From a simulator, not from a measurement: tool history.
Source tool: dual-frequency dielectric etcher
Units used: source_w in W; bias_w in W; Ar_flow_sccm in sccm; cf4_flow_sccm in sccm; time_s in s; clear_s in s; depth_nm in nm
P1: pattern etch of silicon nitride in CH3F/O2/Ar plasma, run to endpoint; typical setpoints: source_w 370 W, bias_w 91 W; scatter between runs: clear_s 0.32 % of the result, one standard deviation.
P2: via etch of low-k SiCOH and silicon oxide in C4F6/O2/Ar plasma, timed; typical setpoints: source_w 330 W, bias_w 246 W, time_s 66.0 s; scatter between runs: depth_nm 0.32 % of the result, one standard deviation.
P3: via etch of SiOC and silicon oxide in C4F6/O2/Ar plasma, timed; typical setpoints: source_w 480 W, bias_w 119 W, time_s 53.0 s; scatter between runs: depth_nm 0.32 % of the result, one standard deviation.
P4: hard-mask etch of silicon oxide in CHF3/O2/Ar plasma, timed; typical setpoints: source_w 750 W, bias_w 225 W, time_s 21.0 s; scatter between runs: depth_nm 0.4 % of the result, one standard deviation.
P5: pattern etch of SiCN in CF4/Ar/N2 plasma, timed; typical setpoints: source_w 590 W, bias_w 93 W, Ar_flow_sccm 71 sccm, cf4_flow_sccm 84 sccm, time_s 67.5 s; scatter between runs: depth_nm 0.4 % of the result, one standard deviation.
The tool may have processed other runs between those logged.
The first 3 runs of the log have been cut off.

| run | hour | process | source_w | bias_w | Ar_flow_sccm | cf4_flow_sccm | time_s | hours since the last wet clean | hours since the last source power generator calibration | hours since the last bias power generator calibration | clear_s | depth_nm |
|---|---|---|---|---|---|---|---|---|---|---|---|---|
| 4 | 42.6 | P2 | 330 | 246 |  |  | 50.0 | 157.2 | 11.1 | 993.0 |  | 148.110 |
| 5 | 49.5 | P3 | 380 | 119 |  |  | 53.0 | 164.1 | 18.0 | 999.9 |  | 52.043 |
| 6 | 56.2 | P1 | 370 | 57 |  |  |  | 170.8 | 24.7 | 1006.6 | 35.445 |  |
| 7 | 64.7 | P1 | 270 | 123 |  |  |  | 179.3 | 33.2 | 1015.1 | 30.039 |  |
| 8 | 71.1 | P1 | 370 | 122 |  |  |  | 185.7 | 39.6 | 1021.5 | 26.983 |  |
| 9 | 79.1 | P3 | 480 | 119 |  |  | 53.0 | 193.7 | 47.6 | 1029.5 |  | 57.194 |
| 10 | 91.0 | P4 | 750 | 172 |  |  | 21.0 | 205.6 | 59.5 | 1041.4 |  | 43.856 |
| 11 | 99.1 | P2 | 330 | 344 |  |  | 66.0 | 213.7 | 67.6 | 1049.5 |  | 218.060 |
| 12 | 106.2 | P1 | 500 | 91 |  |  |  | 220.8 | 74.7 | 1056.6 | 26.853 |  |
| 13 | 112.9 | P5 | 590 | 93 | 48 | 84 | 67.5 | 227.5 | 81.4 | 1063.3 |  | 88.554 |
| 14 | 119.3 | P4 | 750 | 225 |  |  | 30.5 | 233.9 | 87.8 | 1069.7 |  | 70.330 |
| 15 | 131.2 | P3 | 480 | 160 |  |  | 53.0 | 245.8 | 99.7 | 1081.6 |  | 62.662 |
| 16 | 141.3 | P1 | 250 | 57 |  |  |  | 255.9 | 109.8 | 1091.7 | 41.021 |  |
| 17 | 149.6 | P2 | 330 | 246 |  |  | 66.0 | 264.2 | 118.1 | 1100.0 |  | 194.760 |
| 18 | 160.1 | P5 | 590 | 93 | 71 | 84 | 88.0 | 274.7 | 128.6 | 1110.5 |  | 110.920 |
| 19 | 166.8 | P5 | 590 | 93 | 71 | 84 | 67.5 | 281.4 | 135.3 | 1117.2 |  | 84.794 |
| 20 | 179.5 | P3 | 480 | 119 |  |  | 74.5 | 294.1 | 148.0 | 1129.9 |  | 80.474 |
| 21 | 190.5 | P4 | 590 | 225 |  |  | 21.0 | 305.1 | 159.0 | 1140.9 |  | 43.773 |
| 22 | 198.3 | P2 | 250 | 246 |  |  | 66.0 | 312.9 | 166.8 | 1148.7 |  | 174.320 |
| 23 | 205.8 | P1 | 370 | 91 |  |  |  | 320.4 | 174.3 | 1156.2 | 30.081 |  |
| 24 | 213.4 | P4 | 750 | 225 |  |  | 21.0 | 328.0 | 181.9 | 1163.8 |  | 48.007 |

Estimate the outcome of run 25 from the log above:
| 25 | 224.6 | P1 | 370 | 91 |  |  |  | 339.2 | 193.1 | 1175.0 | ? |  |

clear_s: 30.045 s
